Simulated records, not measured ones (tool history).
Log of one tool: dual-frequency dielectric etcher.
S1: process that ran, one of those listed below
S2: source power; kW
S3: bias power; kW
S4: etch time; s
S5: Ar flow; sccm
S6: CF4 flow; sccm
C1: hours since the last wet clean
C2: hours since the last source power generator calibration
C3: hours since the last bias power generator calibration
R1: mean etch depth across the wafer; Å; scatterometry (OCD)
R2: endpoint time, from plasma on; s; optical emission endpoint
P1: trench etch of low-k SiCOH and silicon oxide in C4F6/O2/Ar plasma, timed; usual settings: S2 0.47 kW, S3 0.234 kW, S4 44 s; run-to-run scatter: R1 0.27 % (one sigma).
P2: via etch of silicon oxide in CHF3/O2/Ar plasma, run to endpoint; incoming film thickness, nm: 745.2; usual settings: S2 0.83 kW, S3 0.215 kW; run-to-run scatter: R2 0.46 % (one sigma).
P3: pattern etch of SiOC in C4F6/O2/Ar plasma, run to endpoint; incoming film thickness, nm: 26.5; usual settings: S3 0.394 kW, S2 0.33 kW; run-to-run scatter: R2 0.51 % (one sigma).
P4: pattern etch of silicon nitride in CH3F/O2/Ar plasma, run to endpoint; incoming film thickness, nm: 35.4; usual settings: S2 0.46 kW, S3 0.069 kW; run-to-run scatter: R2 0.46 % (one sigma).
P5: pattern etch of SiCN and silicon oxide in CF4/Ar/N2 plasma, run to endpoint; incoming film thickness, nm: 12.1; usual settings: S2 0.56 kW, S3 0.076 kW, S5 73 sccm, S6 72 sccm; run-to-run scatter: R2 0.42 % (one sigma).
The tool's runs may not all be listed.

run 1 hour=9.1 | S1=P1 S2=0.47 S3=0.234 S4=44 | C1=348.6 C2=1888.3 C3=3442.8 | R1=1712.9
run 2 hour=20 | S1=P2 S2=0.83 S3=0.215 | C1=359.5 C2=1899.2 C3=3453.7 | R2=315.87
run 3 hour=31.5 | S1=P1 S2=0.47 S3=0.234 S4=44 | C1=371 C2=1910.7 C3=3465.2 | R1=1705.8
run 4 hour=41.6 | S1=P3 S2=0.33 S3=0.234 | C1=381.1 C2=1920.8 C3=3475.3 | R2=12.483
-- hour=43.6 wet clean of the chamber
run 5 hour=52.8 | S1=P1 S2=0.31 S3=0.162 S4=44 | C1=9.3 C2=1932 C3=3486.5 | R1=1303.2
run 6 hour=65.3 | S1=P1 S2=0.56 S3=0.189 S4=44 | C1=21.8 C2=1944.5 C3=3499 | R1=1715.1
run 7 hour=74.6 | S1=P4 S2=0.46 S3=0.097 | C1=31.1 C2=1953.8 C3=3508.3 | R2=45.427
run 8 hour=86.5 | S1=P5 S2=0.56 S3=0.076 S5=45 S6=72 | C1=43 C2=1965.7 C3=3520.2 | R2=10.316
run 9 hour=94.4 | S1=P5 S2=0.56 S3=0.058 S5=73 S6=72 | C1=50.9 C2=1973.6 C3=3528.1 | R2=11.915
run 10 hour=106.9 | S1=P1 S2=0.47 S3=0.234 S4=44 | C1=63.4 C2=1986.1 C3=3540.6 | R1=1708
run 11 hour=116 | S1=P1 S2=0.47 S3=0.305 S4=44 | C1=72.5 C2=1995.2 C3=3549.7 | R1=1878.9
run 12 hour=127.9 | S1=P1 S2=0.47 S3=0.234 S4=25 | C1=84.4 C2=2007.1 C3=3561.6 | R1=977.89
run 13 hour=134.8 | S1=P5 S2=0.75 S3=0.076 S5=73 S6=72 | C1=91.3 C2=2014 C3=3568.5 | R2=8.4527
run 14 hour=146.1 | S1=P1 S2=0.47 S3=0.194 S4=34.5 | C1=102.6 C2=2025.3 C3=3579.8 | R1=1273
run 15 hour=159.5 | S1=P1 S2=0.47 S3=0.234 S4=44 | C1=116 C2=2038.7 C3=3593.2 | R1=1722.6
run 16 hour=167.2 | S1=P4 S2=0.35 S3=0.069 | C1=123.7 C2=2046.4 C3=3600.9 | R2=56.482
run 17 hour=176.8 | S1=P3 S2=0.33 S3=0.394 | C1=133.3 C2=2056 C3=3610.5 | R2=10.371
run 18 hour=185.1 | S1=P1 S2=0.37 S3=0.234 S4=44 | C1=141.6 C2=2064.3 C3=3618.8 | R1=1569.9
run 19 hour=193.9 | S1=P3 S2=0.25 S3=0.394 | C1=150.4 C2=2073.1 C3=3627.6 | R2=11.448
run 20 hour=204.9 | S1=P4 S2=0.46 S3=0.069 | C1=161.4 C2=2084.1 C3=3638.6 | R2=51.152
run 21 hour=212.1 | S1=P5 S2=0.56 S3=0.076 S5=73 S6=72 | C1=168.6 C2=2091.3 C3=3645.8 | R2=11.062
run 22 hour=225.1 | S1=P5 S2=0.56 S3=0.076 S5=73 S6=54 | C1=181.6 C2=2104.3 C3=3658.8 | R2=11.377
run 23 hour=233.6 | S1=P1 S2=0.47 S3=0.234 S4=44 | C1=190.1 C2=2112.8 C3=3667.3 | R1=1713.3
run 24 hour=248.7 | S1=P2 S2=0.63 S3=0.215 | C1=205.2 C2=2127.9 C3=3682.4 | R2=350.94
-- hour=253.2 source power generator calibrated
run 25 hour=260.2 | S1=P2 S2=0.83 S3=0.294 | C1=216.7 C2=7.1 C3=3693.9 | R2=282.35
run 26 hour=272.6 | S1=P1 S2=0.47 S3=0.234 S4=64 | C1=229.1 C2=19.5 C3=3706.3 | R1=2491.2
run 27 hour=283.2 | S1=P1 S2=0.63 S3=0.234 S4=44 | C1=239.7 C2=30.1 C3=3716.9 | R1=1918.9
run 28 hour=294.5 | S1=P1 S2=0.47 S3=0.234 S4=44 | C1=251 C2=41.4 C3=3728.2 | R1=1713.1
run 29 hour=309.1 | S1=P1 S2=0.47 S3=0.234 S4=44 | C1=265.6 C2=56 C3=3742.8 | R1=1717.4
run 30 hour=319.5 | S1=P1 S2=0.47 S3=0.192 S4=44 | C1=276 C2=66.4 C3=3753.2 | R1=1604.1
run 31 hour=331.7 | S1=P1 S2=0.47 S3=0.234 S4=44 | C1=288.2 C2=78.6 C3=3765.4 | R1=1717.2
run 32 hour=345.4 | S1=P1 S2=0.47 S3=0.234 S4=44 | C1=301.9 C2=92.3 C3=3779.1 | R1=1713.1
run 33 hour=354.2 | S1=P1 S2=0.47 S3=0.234 S4=44 | C1=310.7 C2=101.1 C3=3787.9 | R1=1701.3
run 34 hour=364.9 | S1=P1 S2=0.47 S3=0.234 S4=44 | C1=321.4 C2=111.8 C3=3798.6 | R1=1698.2
run 35 hour=372.8 | S1=P1 S2=0.47 S3=0.234 S4=44 | C1=329.3 C2=119.7 C3=3806.5 | R1=1698.8

The next listed run, before its measurement:
-- hour=374.4 wet clean of the chamber
run 36 hour=380.6 | S1=P1 S2=0.47 S3=0.234 S4=44 | C1=6.3 C2=127.5 C3=3814.3 | R1=?

Run 36 gave R1 1691.1 Å.

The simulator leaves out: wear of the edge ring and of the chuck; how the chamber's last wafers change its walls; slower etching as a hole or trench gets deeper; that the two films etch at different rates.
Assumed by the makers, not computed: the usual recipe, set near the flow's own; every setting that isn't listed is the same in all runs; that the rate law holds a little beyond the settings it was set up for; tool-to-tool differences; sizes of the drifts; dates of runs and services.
